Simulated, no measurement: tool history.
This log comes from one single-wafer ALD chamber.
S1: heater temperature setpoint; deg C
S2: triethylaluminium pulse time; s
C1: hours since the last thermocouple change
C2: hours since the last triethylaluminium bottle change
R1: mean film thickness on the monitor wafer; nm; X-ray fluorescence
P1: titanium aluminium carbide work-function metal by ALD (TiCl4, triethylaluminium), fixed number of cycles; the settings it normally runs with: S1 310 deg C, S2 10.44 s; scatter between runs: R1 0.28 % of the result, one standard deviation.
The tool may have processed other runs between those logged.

Run 1, hour 5.6: S1 310 deg C, S2 10.44 s; C1 662.4; C2 467.2. Result: R1 2.0804 nm.
Run 2, hour 9.8: S1 310 deg C, S2 10.44 s; C1 666.6; C2 471.4. Result: R1 2.0811 nm.
Run 3, hour 13.7: S1 323 deg C, S2 4.17 s; C1 670.5; C2 475.3. Result: R1 1.7215 nm.
Run 4, hour 20.5: S1 296 deg C, S2 10.44 s; C1 677.3; C2 482.1. Result: R1 1.9622 nm.
At hour 25.5: triethylaluminium bottle replaced.
Run 5, hour 25.8: S1 310 deg C, S2 10.44 s; C1 682.6; C2 0.3. Result: R1 2.0708 nm.
Run 6, hour 29.8: S1 310 deg C, S2 10.44 s; C1 686.6; C2 4.3. Result: R1 2.0684 nm.
Run 7, hour 36.4: S1 310 deg C, S2 10.44 s; C1 693.2; C2 10.9. Result: R1 2.0772 nm.
At hour 38.5: thermocouple changed; heater temperature recalibrated.
Run 8, hour 40: S1 310 deg C, S2 10.44 s; C1 1.5; C2 14.5. Result: R1 2.0788 nm.
Run 9, hour 46.3: S1 331 deg C, S2 10.44 s; C1 7.8; C2 20.8. Result: R1 2.2574 nm.
Run 10, hour 51.1: S1 310 deg C, S2 4.07 s; C1 12.6; C2 25.6. Result: R1 1.6115 nm.
Run 11, hour 56.4: S1 310 deg C, S2 15.96 s; C1 17.9; C2 30.9. Result: R1 2.1285 nm.
Run 12, hour 61.9: S1 310 deg C, S2 10.44 s; C1 23.4; C2 36.4. Result: R1 2.0785 nm.
Run 13, hour 69.5: S1 310 deg C, S2 10.44 s; C1 31; C2 44. Result: R1 2.0582 nm.
Run 14, hour 76.7: S1 310 deg C, S2 10.44 s; C1 38.2; C2 51.2. Result: R1 2.0437 nm.
Run 15, hour 82.5: S1 310 deg C, S2 10.44 s; C1 44; C2 57. Result: R1 2.0324 nm.
Run 16, hour 88: S1 310 deg C, S2 10.44 s; C1 49.5; C2 62.5. Result: R1 2.0368 nm.
Run 17, hour 92.8: S1 310 deg C, S2 10.44 s; C1 54.3; C2 67.3. Result: R1 2.0277 nm.
Run 18, hour 99.3: S1 310 deg C, S2 10.44 s; C1 60.8; C2 73.8. Result: R1 2.0307 nm.

What P1 gives has crept away from where it was. These 2 causes fit the log equally well, each at the size given:
A: triethylaluminium dose below that of a fresh bottle (%) = 17.2
B: wafer temperature below the value expected at the setpoint (K) = 5.76
The drift started at roughly hour 61.9.

Below are 4 check runs, each on a single wafer, with their results shown as question marks. Which of them would tell the listed causes apart, meaning the causes would give clearly different results under it?
Run check 1, hour 105.8: S1 301 deg C, S2 10.44 s. Result: R1 ?.
Run check 2, hour 105.8: S1 302 deg C, S2 6.18 s. Result: R1 ?.
Run check 3, hour 105.8: S1 321 deg C, S2 10.44 s. Result: R1 ?.
Run check 4, hour 105.8: S1 324 deg C, S2 10.44 s. Result: R1 ?.

What every check run would give for each of its results, assuming each possible cause in turn:
  check  result    if A    if B
check 1      R1  1.9536  1.9521
check 2      R1   1.713  1.7765
check 3      R1  2.1242   2.126
check 4      R1  2.1499  2.1523
Distance between the nearest two causes, measured in the result of the check that separates them most: check 1 0.08 %; check 2 3.64 %; check 3 0.09 %; check 4 0.11 %
The other checks would show nearly matching results whichever cause is true, so check 2 is the only one that separates the causes.

The results of check 2 are: R1 1.7141 nm. Based on these, which of the listed causes is it?

The correct cause is A, namely: triethylaluminium dose below that of a fresh bottle (%).
